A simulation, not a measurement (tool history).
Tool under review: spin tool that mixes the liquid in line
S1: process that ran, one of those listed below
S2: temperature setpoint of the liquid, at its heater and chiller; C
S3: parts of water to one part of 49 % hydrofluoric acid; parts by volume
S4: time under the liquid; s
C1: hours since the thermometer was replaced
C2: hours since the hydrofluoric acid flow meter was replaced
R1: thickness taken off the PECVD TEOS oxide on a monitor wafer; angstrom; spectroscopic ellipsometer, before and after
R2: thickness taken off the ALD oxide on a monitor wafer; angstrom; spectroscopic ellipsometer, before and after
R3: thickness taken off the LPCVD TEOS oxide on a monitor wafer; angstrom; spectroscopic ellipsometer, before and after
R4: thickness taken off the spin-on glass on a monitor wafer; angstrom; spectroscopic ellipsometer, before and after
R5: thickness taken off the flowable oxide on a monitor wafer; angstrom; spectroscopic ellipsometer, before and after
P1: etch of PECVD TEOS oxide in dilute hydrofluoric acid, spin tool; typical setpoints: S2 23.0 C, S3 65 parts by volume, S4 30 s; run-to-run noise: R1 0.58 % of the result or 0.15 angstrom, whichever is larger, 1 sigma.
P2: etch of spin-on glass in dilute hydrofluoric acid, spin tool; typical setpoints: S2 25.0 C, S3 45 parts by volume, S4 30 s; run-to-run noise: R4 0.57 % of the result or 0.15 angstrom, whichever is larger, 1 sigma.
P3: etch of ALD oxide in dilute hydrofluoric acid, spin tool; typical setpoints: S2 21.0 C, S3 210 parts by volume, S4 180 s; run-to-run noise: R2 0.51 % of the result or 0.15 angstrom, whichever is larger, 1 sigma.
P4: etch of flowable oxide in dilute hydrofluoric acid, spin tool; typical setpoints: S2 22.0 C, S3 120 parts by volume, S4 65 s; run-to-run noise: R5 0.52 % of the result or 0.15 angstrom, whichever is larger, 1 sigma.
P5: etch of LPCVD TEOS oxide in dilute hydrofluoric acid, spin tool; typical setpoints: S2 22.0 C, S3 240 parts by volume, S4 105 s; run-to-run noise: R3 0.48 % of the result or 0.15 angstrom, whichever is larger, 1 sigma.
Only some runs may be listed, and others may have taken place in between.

run     day  S1    S2   S3   S4      C1     C2      R1       R2       R3      R4       R5
  1   0.212  P1  23.0   65   30  1689.5  130.6  39.380
  2   0.600  P1  23.0   65   30  1698.8  139.9  38.985
  3   0.892  P3  17.0  210  180  1705.8  146.9           57.901
  4   1.262  P5  22.0  240  210  1714.7  155.8                   190.050
  5   1.638  P1  17.0   65   30  1723.7  164.8  30.572
  6   1.979  P1  23.0   90   30  1731.9  173.0  27.341
  7   2.321  P5  22.0  425  105  1740.1  181.2                    45.656
  8   2.533  P2  25.0   45   30  1745.2  186.3                            368.92
  9   2.983  P1  23.0   65   30  1756.0  197.1  39.341
 10   3.350  P4  22.0  120   65  1764.8  205.9                                    215.780
 11   3.688  P1  23.0   65   30  1772.9  214.0  39.046
 12   3.929  P1  23.0   65   30  1778.7  219.8  39.247
 13   4.225  P4  22.0  120   65  1785.8  226.9                                    216.750
 14   4.638  P3  21.0   55  180  1795.7  236.8          304.960
 15   4.912  P1  23.0   65   15  1802.3  243.4  19.332
 16   5.217  P1  23.0  105   45  1809.6  250.7  34.521
 17   5.642  P3  21.0  210  180  1819.8  260.9           66.949
 18   5.908  P3  21.0  210   35  1826.2  267.3           13.039
 19   6.204  P4  22.0  120   15  1833.3  274.4                                     50.064
 20   6.633  P5  22.0  240  105  1843.6  284.7                    95.135
 21   6.988  P5  17.0  240  105  1852.1  293.2                    79.178
 22   7.221  P2  25.0   20   30  1857.7  298.8                            860.20
 23   7.438  P1  28.5   65   30  1862.9  304.0  48.802
 24   7.771  P1  23.0   40   15  1870.9  312.0  32.924
 25   7.988  P3  21.0  210  180  1876.1  317.2           67.497
 26   8.217  P2  25.0   45   15  1881.6  322.7                            183.36
 27   8.496  P1  23.0   65   30  1888.3  329.4  38.837
 28   8.775  P4  22.0  220   65  1895.0  336.1                                    106.990
 29   9.117  P4  17.0  120   65  1903.2  344.3                                    176.620
 30   9.404  P2  31.0   45   30  1910.1  351.2                            469.40
 31   9.671  P1  23.0   40   30  1916.5  357.6  65.973
 32  10.100  P1  23.0   65   50  1926.8  367.9  65.396
 33  10.554  P1  23.0   65   30  1937.7  378.8  39.419

Run 34, settings as shown, results not yet in. Your forecast:
 34  10.971  P1  23.0  65  30  1947.7  388.8   ?

R1: 38.193 angstrom
